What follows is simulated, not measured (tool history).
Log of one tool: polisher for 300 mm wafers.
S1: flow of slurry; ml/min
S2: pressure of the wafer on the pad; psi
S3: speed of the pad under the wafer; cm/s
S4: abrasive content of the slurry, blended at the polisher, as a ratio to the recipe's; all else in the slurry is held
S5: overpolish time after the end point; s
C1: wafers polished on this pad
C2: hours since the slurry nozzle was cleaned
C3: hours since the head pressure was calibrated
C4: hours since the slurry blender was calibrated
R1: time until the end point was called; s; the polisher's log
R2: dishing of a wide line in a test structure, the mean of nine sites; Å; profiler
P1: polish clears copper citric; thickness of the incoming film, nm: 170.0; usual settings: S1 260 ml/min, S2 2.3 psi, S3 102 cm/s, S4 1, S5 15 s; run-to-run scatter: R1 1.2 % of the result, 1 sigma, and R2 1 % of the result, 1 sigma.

| run | hour | S1 | S2 | S3 | S4 | S5 | C1 | C2 | C3 | C4 | R1 | R2 |
|---|---|---|---|---|---|---|---|---|---|---|---|---|
| 1 | 5.9 | 260 | 2.3 | 102 | 1 | 15 | 283 | 462.4 | 437.3 | 87.4 | 111.32 | 176.33 |
| 2 | 13.7 | 395 | 2.3 | 102 | 1 | 15 | 322 | 470.2 | 445.1 | 95.2 | 108.63 | 176.7 |
| 3 | 21 | 155 | 2.3 | 102 | 1 | 15 | 357 | 477.5 | 452.4 | 102.5 | 120.84 | 162.12 |
| 4 | 25.5 | 260 | 1.6 | 102 | 1 | 15 | 380 | 482 | 456.9 | 107 | 159.6 | 121.14 |
| 5 | 34.3 | 260 | 2.3 | 102 | 0.55 | 15 | 423 | 490.8 | 465.7 | 115.8 | 128.88 | 153.99 |
| 6 | 41.8 | 260 | 2.3 | 102 | 1 | 15 | 460 | 498.3 | 473.2 | 123.3 | 111.73 | 173.76 |
| 7 | 47.9 | 405 | 2.3 | 102 | 0.8 | 15 | 489 | 504.4 | 479.3 | 129.4 | 114.2 | 171.23 |
| 8 | 57.8 | 260 | 3.5 | 102 | 1 | 15 | 538 | 514.3 | 489.2 | 139.3 | 73.581 | 255.43 |
| 9 | 66.1 | 260 | 2.3 | 158 | 1 | 15 | 579 | 522.6 | 497.5 | 147.6 | 73.629 | 258.58 |
| 10 | 71.2 | 260 | 2.3 | 102 | 1.4 | 15 | 604 | 527.7 | 502.6 | 152.7 | 103.01 | 182.65 |
| 11 | 78.5 | 260 | 2.3 | 102 | 1 | 23 | 640 | 535 | 509.9 | 160 | 110.37 | 249.82 |
| 12 | 84.3 | 260 | 2.3 | 102 | 1 | 15 | 668 | 540.8 | 515.7 | 165.8 | 111 | 171.36 |
| 13 | 93.6 | 260 | 2.3 | 102 | 1 | 15 | 714 | 550.1 | 525 | 175.1 | 112.06 | 175.17 |
| 14 | 101.8 | 260 | 2.3 | 62 | 1 | 15 | 754 | 558.3 | 533.2 | 183.3 | 178.71 | 107.71 |
| 15 | 110.4 | 260 | 2.3 | 102 | 1 | 6 | 796 | 566.9 | 541.8 | 191.9 | 114.82 | 71.361 |
| 16 | 117 | 260 | 2.3 | 102 | 1 | 15 | 829 | 573.5 | 548.4 | 198.5 | 111.23 | 168.48 |
| 17 | 125.4 | 260 | 2.3 | 102 | 1 | 15 | 870 | 581.9 | 556.8 | 206.9 | 113.85 | 171.55 |
| 18 | 130.8 | 260 | 2.3 | 102 | 1 | 15 | 896 | 587.3 | 562.2 | 212.3 | 115.12 | 167.03 |
| 19 | 140.1 | 260 | 2.3 | 102 | 1 | 15 | 942 | 596.6 | 571.5 | 221.6 | 117.22 | 166.09 |
|  | 142 | head pressure recalibrated |
|  | 147.2 | worn pad replaced by a new one |
| 20 | 148.4 | 260 | 2.3 | 102 | 1 | 15 | 5 | 604.9 | 6.5 | 229.9 | 116.84 | 163.19 |
| 21 | 153.9 | 260 | 2.3 | 102 | 1 | 15 | 32 | 610.4 | 12 | 235.4 | 120.64 | 165.38 |
| 22 | 161.7 | 260 | 2.3 | 102 | 1 | 15 | 71 | 618.2 | 19.8 | 243.2 | 118.63 | 163.9 |
| 23 | 170.1 | 260 | 2.3 | 102 | 1 | 15 | 112 | 626.6 | 28.2 | 251.6 | 118.78 | 163.02 |
| 24 | 176 | 260 | 2.3 | 102 | 1 | 15 | 141 | 632.5 | 34.1 | 257.5 | 118.84 | 159.8 |

What P1 gives has crept away from where it was. These 2 causes fit the log equally well, each at the size given:
A: slurry flow missing at the pad, % = 37.5
B: abrasive missing from the slurry, % = 25.1
The creep began at about hour 117.
Why every other cause is out:
removal rate lost through wear of the pad, %: serviced at hour 147.2, which brought nothing back
head's pressure below its setpoint, %: serviced at hour 142, which brought nothing back

4 check runs are offered, each on 5 wafers whose results are averaged, their results left as question marks. Which one tells the causes apart?
| check 1 | 181.9 | 160 | 2.3 | 102 | 1 | 15 |  |  |  |  | ? | ? |
| check 2 | 181.9 | 260 | 2.3 | 154 | 1 | 22 |  |  |  |  | ? | ? |
| check 3 | 181.9 | 260 | 3.3 | 102 | 0.6 | 15 |  |  |  |  | ? | ? |
| check 4 | 181.9 | 260 | 2.3 | 102 | 0.7 | 15 |  |  |  |  | ? | ? |

What each check would give under each cause:
| check | result | if A | if B |
|---|---|---|---|
| check 1 | R1 | 131.33 | 126.89 |
| check 1 | R2 | 148.39 | 153.33 |
| check 2 | R1 | 79.707 | 79.708 |
| check 2 | R2 | 335.5 | 335.49 |
| check 3 | R1 | 93.161 | 92.801 |
| check 3 | R2 | 207.17 | 207.93 |
| check 4 | R1 | 128.35 | 128 |
| check 4 | R2 | 151.67 | 152.06 |
How far apart the two closest causes lie, in the result that separates them most: check 1 3.44 %; check 2 0 %; check 3 0.39 %; check 4 0.27 %
Only check 1 tells the causes apart: in the others they would give nearly the same result.

Then check 1 was run and gave: R1 130.94 s; R2 148.83 Å. Which cause is it?

It is A: slurry flow missing at the pad, %.

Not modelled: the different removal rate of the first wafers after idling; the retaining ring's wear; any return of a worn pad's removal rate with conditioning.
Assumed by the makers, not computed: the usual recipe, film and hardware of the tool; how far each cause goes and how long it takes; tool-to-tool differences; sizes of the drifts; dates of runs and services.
